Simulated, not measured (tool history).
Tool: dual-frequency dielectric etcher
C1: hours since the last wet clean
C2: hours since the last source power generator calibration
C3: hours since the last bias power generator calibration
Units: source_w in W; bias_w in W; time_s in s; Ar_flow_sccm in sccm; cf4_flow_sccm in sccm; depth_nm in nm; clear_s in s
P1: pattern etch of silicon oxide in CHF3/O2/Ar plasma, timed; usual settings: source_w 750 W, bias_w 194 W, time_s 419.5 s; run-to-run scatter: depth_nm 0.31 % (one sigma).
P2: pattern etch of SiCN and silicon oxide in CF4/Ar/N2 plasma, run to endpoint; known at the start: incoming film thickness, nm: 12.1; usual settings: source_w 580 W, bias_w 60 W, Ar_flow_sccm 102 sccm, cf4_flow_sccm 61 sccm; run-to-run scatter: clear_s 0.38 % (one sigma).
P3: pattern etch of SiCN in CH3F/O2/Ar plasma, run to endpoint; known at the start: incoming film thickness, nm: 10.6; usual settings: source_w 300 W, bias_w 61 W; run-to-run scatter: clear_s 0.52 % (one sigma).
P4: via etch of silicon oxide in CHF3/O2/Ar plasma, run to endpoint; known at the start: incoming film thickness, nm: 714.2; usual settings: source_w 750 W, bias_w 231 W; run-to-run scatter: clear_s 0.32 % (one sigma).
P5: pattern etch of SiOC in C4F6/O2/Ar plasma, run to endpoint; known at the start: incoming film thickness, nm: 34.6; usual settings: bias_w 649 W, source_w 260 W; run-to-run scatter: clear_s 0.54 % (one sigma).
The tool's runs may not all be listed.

run 1 hour=8.2 | process=P1 source_w=750 bias_w=194 time_s=419.5 | C1=361.5 C2=1296.4 C3=1677.7 | depth_nm=945.49
run 2 hour=18.9 | process=P4 source_w=750 bias_w=328 | C1=372.2 C2=1307.1 C3=1688.4 | clear_s=271.4900
run 3 hour=27.2 | process=P3 source_w=300 bias_w=39 | C1=380.5 C2=1315.4 C3=1696.7 | clear_s=37.6700
run 4 hour=37.2 | process=P1 source_w=750 bias_w=194 time_s=626.5 | C1=390.5 C2=1325.4 C3=1706.7 | depth_nm=1404.70
-- hour=43.4 bias power generator calibrated
run 5 hour=46.4 | process=P1 source_w=750 bias_w=239 time_s=419.5 | C1=399.7 C2=1334.6 C3=3.1 | depth_nm=1006.70
run 6 hour=53.3 | process=P2 source_w=580 bias_w=60 Ar_flow_sccm=81 cf4_flow_sccm=61 | C1=406.6 C2=1341.5 C3=10.0 | clear_s=11.8610
run 7 hour=63.0 | process=P1 source_w=750 bias_w=194 time_s=419.5 | C1=416.3 C2=1351.2 C3=19.7 | depth_nm=944.44
run 8 hour=69.6 | process=P1 source_w=750 bias_w=194 time_s=230.5 | C1=422.9 C2=1357.8 C3=26.3 | depth_nm=515.39
run 9 hour=79.2 | process=P1 source_w=990 bias_w=194 time_s=419.5 | C1=432.5 C2=1367.4 C3=35.9 | depth_nm=1040.60
run 10 hour=86.7 | process=P2 source_w=580 bias_w=60 Ar_flow_sccm=102 cf4_flow_sccm=86 | C1=440.0 C2=1374.9 C3=43.4 | clear_s=11.5260
run 11 hour=93.0 | process=P2 source_w=580 bias_w=60 Ar_flow_sccm=102 cf4_flow_sccm=61 | C1=446.3 C2=1381.2 C3=49.7 | clear_s=12.2170
run 12 hour=101.2 | process=P4 source_w=750 bias_w=231 | C1=454.5 C2=1389.4 C3=57.9 | clear_s=308.7300
run 13 hour=107.3 | process=P2 source_w=580 bias_w=60 Ar_flow_sccm=102 cf4_flow_sccm=61 | C1=460.6 C2=1395.5 C3=64.0 | clear_s=12.2550
run 14 hour=113.4 | process=P1 source_w=600 bias_w=134 time_s=419.5 | C1=466.7 C2=1401.6 C3=70.1 | depth_nm=764.66
run 15 hour=118.2 | process=P1 source_w=750 bias_w=194 time_s=419.5 | C1=471.5 C2=1406.4 C3=74.9 | depth_nm=939.02
run 16 hour=125.8 | process=P2 source_w=810 bias_w=60 Ar_flow_sccm=102 cf4_flow_sccm=61 | C1=479.1 C2=1414.0 C3=82.5 | clear_s=9.1239
run 17 hour=131.5 | process=P1 source_w=540 bias_w=194 time_s=419.5 | C1=484.8 C2=1419.7 C3=88.2 | depth_nm=829.66
run 18 hour=140.0 | process=P5 source_w=260 bias_w=649 | C1=493.3 C2=1428.2 C3=96.7 | clear_s=12.5500
-- hour=146.7 wet clean of the chamber
run 19 hour=150.3 | process=P3 source_w=300 bias_w=61 | C1=3.6 C2=1438.5 C3=107.0 | clear_s=32.2200
run 20 hour=156.7 | process=P1 source_w=750 bias_w=194 time_s=419.5 | C1=10.0 C2=1444.9 C3=113.4 | depth_nm=941.65
run 21 hour=166.9 | process=P5 source_w=330 bias_w=649 | C1=20.2 C2=1455.1 C3=123.6 | clear_s=11.4460
run 22 hour=173.8 | process=P1 source_w=750 bias_w=194 time_s=419.5 | C1=27.1 C2=1462.0 C3=130.5 | depth_nm=942.01
run 23 hour=179.9 | process=P3 source_w=300 bias_w=61 | C1=33.2 C2=1468.1 C3=136.6 | clear_s=32.7950
run 24 hour=188.3 | process=P3 source_w=420 bias_w=61 | C1=41.6 C2=1476.5 C3=145.0 | clear_s=28.8750
run 25 hour=194.1 | process=P1 source_w=750 bias_w=194 time_s=419.5 | C1=47.4 C2=1482.3 C3=150.8 | depth_nm=936.53
run 26 hour=203.6 | process=P2 source_w=580 bias_w=85 Ar_flow_sccm=102 cf4_flow_sccm=61 | C1=56.9 C2=1491.8 C3=160.3 | clear_s=10.8400
run 27 hour=208.3 | process=P1 source_w=750 bias_w=139 time_s=419.5 | C1=61.6 C2=1496.5 C3=165.0 | depth_nm=847.02
run 28 hour=214.2 | process=P4 source_w=470 bias_w=231 | C1=67.5 C2=1502.4 C3=170.9 | clear_s=368.4900
run 29 hour=219.5 | process=P1 source_w=970 bias_w=194 time_s=619.0 | C1=72.8 C2=1507.7 C3=176.2 | depth_nm=1535.10
run 30 hour=228.9 | process=P5 source_w=260 bias_w=916 | C1=82.2 C2=1517.1 C3=185.6 | clear_s=10.9350
run 31 hour=238.1 | process=P1 source_w=750 bias_w=194 time_s=419.5 | C1=91.4 C2=1526.3 C3=194.8 | depth_nm=945.12
run 32 hour=243.3 | process=P1 source_w=750 bias_w=194 time_s=419.5 | C1=96.6 C2=1531.5 C3=200.0 | depth_nm=934.30
run 33 hour=251.9 | process=P1 source_w=750 bias_w=194 time_s=419.5 | C1=105.2 C2=1540.1 C3=208.6 | depth_nm=930.60
run 34 hour=257.6 | process=P1 source_w=750 bias_w=194 time_s=419.5 | C1=110.9 C2=1545.8 C3=214.3 | depth_nm=928.83
run 35 hour=265.3 | process=P1 source_w=750 bias_w=194 time_s=419.5 | C1=118.6 C2=1553.5 C3=222.0 | depth_nm=930.45
run 36 hour=274.8 | process=P1 source_w=750 bias_w=194 time_s=419.5 | C1=128.1 C2=1563.0 C3=231.5 | depth_nm=930.32
run 37 hour=284.5 | process=P1 source_w=750 bias_w=194 time_s=419.5 | C1=137.8 C2=1572.7 C3=241.2 | depth_nm=926.66
-- hour=292.6 wet clean of the chamber
run 38 hour=295.1 | process=P1 source_w=750 bias_w=194 time_s=419.5 | C1=2.5 C2=1583.3 C3=251.8 | depth_nm=925.80
run 39 hour=303.8 | process=P1 source_w=750 bias_w=194 time_s=419.5 | C1=11.2 C2=1592.0 C3=260.5 | depth_nm=921.56

The next listed run, before its measurement:
run 40 hour=311.9 | process=P1 source_w=750 bias_w=194 time_s=419.5 | C1=19.3 C2=1600.1 C3=268.6 | depth_nm=?

Run 40 gave depth_nm 924.53 nm.
